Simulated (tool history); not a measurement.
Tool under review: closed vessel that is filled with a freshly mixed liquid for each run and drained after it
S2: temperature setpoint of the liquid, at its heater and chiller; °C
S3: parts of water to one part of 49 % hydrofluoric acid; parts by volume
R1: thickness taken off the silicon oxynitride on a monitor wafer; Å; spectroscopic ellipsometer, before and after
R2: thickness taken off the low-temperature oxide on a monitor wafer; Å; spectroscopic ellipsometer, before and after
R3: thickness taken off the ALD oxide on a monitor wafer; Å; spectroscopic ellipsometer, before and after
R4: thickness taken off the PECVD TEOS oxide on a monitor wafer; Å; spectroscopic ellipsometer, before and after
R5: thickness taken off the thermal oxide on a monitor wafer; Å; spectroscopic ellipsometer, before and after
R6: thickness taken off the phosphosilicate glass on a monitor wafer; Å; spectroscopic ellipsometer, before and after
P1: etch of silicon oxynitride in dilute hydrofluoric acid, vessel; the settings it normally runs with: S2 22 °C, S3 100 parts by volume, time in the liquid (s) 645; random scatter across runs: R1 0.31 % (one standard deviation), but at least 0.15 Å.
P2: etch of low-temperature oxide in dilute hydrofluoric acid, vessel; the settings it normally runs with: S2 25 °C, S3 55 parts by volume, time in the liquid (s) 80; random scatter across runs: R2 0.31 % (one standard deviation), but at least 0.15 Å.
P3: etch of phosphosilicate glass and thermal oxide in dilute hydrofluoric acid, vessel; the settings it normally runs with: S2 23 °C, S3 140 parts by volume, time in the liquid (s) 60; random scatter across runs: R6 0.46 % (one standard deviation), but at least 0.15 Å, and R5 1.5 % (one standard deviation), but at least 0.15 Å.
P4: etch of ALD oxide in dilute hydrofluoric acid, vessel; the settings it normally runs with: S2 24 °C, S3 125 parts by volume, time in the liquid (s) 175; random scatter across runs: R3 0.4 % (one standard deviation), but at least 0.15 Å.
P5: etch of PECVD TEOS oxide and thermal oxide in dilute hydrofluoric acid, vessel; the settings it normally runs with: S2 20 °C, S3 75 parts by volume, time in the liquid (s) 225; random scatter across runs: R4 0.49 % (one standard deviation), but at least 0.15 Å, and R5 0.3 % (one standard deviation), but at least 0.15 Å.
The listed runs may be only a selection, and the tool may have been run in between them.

{"run": 1, "hour": 4.9, "process that ran": "P1", "S2": 22, "S3": 100, "time in the liquid (s)": 645, "R1": 121.08}
{"run": 2, "hour": 9.6, "process that ran": "P2", "S2": 19, "S3": 55, "time in the liquid (s)": 80, "R2": 295.83}
{"run": 3, "hour": 19.1, "process that ran": "P1", "S2": 22, "S3": 100, "time in the liquid (s)": 645, "R1": 120.6}
{"run": 4, "hour": 27.1, "process that ran": "P4", "S2": 24, "S3": 125, "time in the liquid (s)": 295, "R3": 614.62}
{"run": 5, "hour": 32.0, "process that ran": "P1", "S2": 17, "S3": 160, "time in the liquid (s)": 645, "R1": 57.278}
{"run": 6, "hour": 38.9, "process that ran": "P2", "S2": 25, "S3": 55, "time in the liquid (s)": 80, "R2": 381.46}
{"hour": 44.7, "done": "thermometer replaced"}
{"run": 7, "hour": 46.8, "process that ran": "P1", "S2": 22, "S3": 170, "time in the liquid (s)": 645, "R1": 67.319}
{"run": 8, "hour": 55.8, "process that ran": "P4", "S2": 17, "S3": 125, "time in the liquid (s)": 175, "R3": 274.19}
{"run": 9, "hour": 61.9, "process that ran": "P1", "S2": 22, "S3": 100, "time in the liquid (s)": 645, "R1": 120.61}
{"run": 10, "hour": 67.8, "process that ran": "P5", "S2": 27.5, "S3": 75, "time in the liquid (s)": 225, "R4": 508.8, "R5": 168.77}
{"run": 11, "hour": 72.3, "process that ran": "P4", "S2": 24, "S3": 125, "time in the liquid (s)": 175, "R3": 363.8}
{"run": 12, "hour": 78.5, "process that ran": "P5", "S2": 20, "S3": 75, "time in the liquid (s)": 225, "R4": 371.97, "R5": 124.96}
{"run": 13, "hour": 86.8, "process that ran": "P3", "S2": 23, "S3": 25, "time in the liquid (s)": 60, "R5": 114.36, "R6": 4119.8}
{"run": 14, "hour": 93.0, "process that ran": "P1", "S2": 22, "S3": 25, "time in the liquid (s)": 645, "R1": 513.6}
{"run": 15, "hour": 97.6, "process that ran": "P5", "S2": 20, "S3": 20, "time in the liquid (s)": 225, "R4": 1492.4, "R5": 501.54}
{"run": 16, "hour": 102.6, "process that ran": "P3", "S2": 23, "S3": 140, "time in the liquid (s)": 110, "R5": 32.473, "R6": 1174.5}
{"run": 17, "hour": 111.6, "process that ran": "P2", "S2": 25, "S3": 55, "time in the liquid (s)": 130, "R2": 621.25}
{"run": 18, "hour": 118.3, "process that ran": "P2", "S2": 25, "S3": 20, "time in the liquid (s)": 80, "R2": 1103.2}
{"run": 19, "hour": 127.2, "process that ran": "P1", "S2": 22, "S3": 100, "time in the liquid (s)": 645, "R1": 121.18}
{"run": 20, "hour": 131.4, "process that ran": "P4", "S2": 24, "S3": 215, "time in the liquid (s)": 175, "R3": 190.79}
{"run": 21, "hour": 137.2, "process that ran": "P1", "S2": 22, "S3": 100, "time in the liquid (s)": 645, "R1": 120.7}
{"run": 22, "hour": 146.2, "process that ran": "P2", "S2": 25, "S3": 55, "time in the liquid (s)": 80, "R2": 381.6}
{"run": 23, "hour": 155.1, "process that ran": "P1", "S2": 17, "S3": 100, "time in the liquid (s)": 645, "R1": 93.778}
{"run": 24, "hour": 162.2, "process that ran": "P1", "S2": 22, "S3": 100, "time in the liquid (s)": 1050, "R1": 198.2}
{"run": 25, "hour": 171.9, "process that ran": "P1", "S2": 28, "S3": 100, "time in the liquid (s)": 645, "R1": 160.77}
{"run": 26, "hour": 180.5, "process that ran": "P1", "S2": 22, "S3": 150, "time in the liquid (s)": 220, "R1": 26.449}
{"run": 27, "hour": 188.2, "process that ran": "P3", "S2": 17.5, "S3": 140, "time in the liquid (s)": 60, "R5": 14.301, "R6": 515.45}
{"run": 28, "hour": 194.1, "process that ran": "P5", "S2": 20, "S3": 75, "time in the liquid (s)": 440, "R4": 736.49, "R5": 242.72}
{"run": 29, "hour": 201.6, "process that ran": "P1", "S2": 22, "S3": 100, "time in the liquid (s)": 145, "R1": 27.115}
{"run": 30, "hour": 207.0, "process that ran": "P5", "S2": 20, "S3": 75, "time in the liquid (s)": 225, "R4": 375.95, "R5": 124.4}
{"run": 31, "hour": 212.7, "process that ran": "P3", "S2": 23, "S3": 140, "time in the liquid (s)": 60, "R5": 18.411, "R6": 637.86}
{"run": 32, "hour": 217.7, "process that ran": "P1", "S2": 22, "S3": 100, "time in the liquid (s)": 645, "R1": 121.15}
{"run": 33, "hour": 226.4, "process that ran": "P1", "S2": 22, "S3": 100, "time in the liquid (s)": 645, "R1": 117.21}
{"run": 34, "hour": 232.2, "process that ran": "P1", "S2": 22, "S3": 100, "time in the liquid (s)": 645, "R1": 115.22}
{"run": 35, "hour": 238.1, "process that ran": "P1", "S2": 22, "S3": 100, "time in the liquid (s)": 645, "R1": 114.39}
{"run": 36, "hour": 247.2, "process that ran": "P1", "S2": 22, "S3": 100, "time in the liquid (s)": 645, "R1": 113.61}
{"run": 37, "hour": 251.4, "process that ran": "P1", "S2": 22, "S3": 100, "time in the liquid (s)": 645, "R1": 112.94}
{"run": 38, "hour": 257.8, "process that ran": "P1", "S2": 22, "S3": 100, "time in the liquid (s)": 645, "R1": 112.41}
{"run": 39, "hour": 267.2, "process that ran": "P1", "S2": 22, "S3": 100, "time in the liquid (s)": 645, "R1": 112.3}
{"run": 40, "hour": 276.9, "process that ran": "P1", "S2": 22, "S3": 100, "time in the liquid (s)": 645, "R1": 111.05}
{"run": 41, "hour": 282.6, "process that ran": "P1", "S2": 22, "S3": 100, "time in the liquid (s)": 645, "R1": 112.47}
{"run": 42, "hour": 288.7, "process that ran": "P1", "S2": 22, "S3": 100, "time in the liquid (s)": 645, "R1": 111.74}

The output of P1 has drifted from where it used to be. Each of the 2 causes below, taken at the size shown beside it, accounts for the log equally well:
A: hydrofluoric acid flow below the setpoint (%) = 7.24
B: liquid colder than its thermometer reads (K) = 1.68
Onset of the creep was near hour 217.7.

Below are 4 check runs, each on a single wafer, with their results shown as question marks. Which of them would tell the listed causes apart, meaning the causes would give clearly different results under it?
{"run": "check 1", "hour": 294.8, "process that ran": "P5", "S2": 20, "S3": 20, "time in the liquid (s)": 420, "R4": "?", "R5": "?"}
{"run": "check 2", "hour": 294.8, "process that ran": "P3", "S2": 23, "S3": 35, "time in the liquid (s)": 60, "R5": "?", "R6": "?"}
{"run": "check 3", "hour": 294.8, "process that ran": "P4", "S2": 24, "S3": 210, "time in the liquid (s)": 285, "R3": "?"}
{"run": "check 4", "hour": 294.8, "process that ran": "P2", "S2": 25, "S3": 20, "time in the liquid (s)": 110, "R2": "?"}

Predicted outcomes, by check and by cause:
check=check_1 result=R4 if_A=2593.4 if_B=2602.6
check=check_1 result=R5 if_A=861.66 if_B=864.73
check=check_2 result=R5 if_A=76.153 if_B=76.743
check=check_2 result=R6 if_A=2688.6 if_B=2709.4
check=check_3 result=R3 if_A=291.46 if_B=300.38
check=check_4 result=R2 if_A=1402.5 if_B=1411.6
Gap, in per cent, between the two causes that each check separates least, read from the result that separates them most: check 1 0.35 %; check 2 0.77 %; check 3 3.02 %; check 4 0.64 %
Of the check runs offered, only check 3 discriminates between the causes; the rest would read about the same regardless of which cause applies.

Here is what check 3 returned: R3 300.73 Å. Which cause is it?

The correct cause is B, namely: liquid colder than its thermometer reads (K).
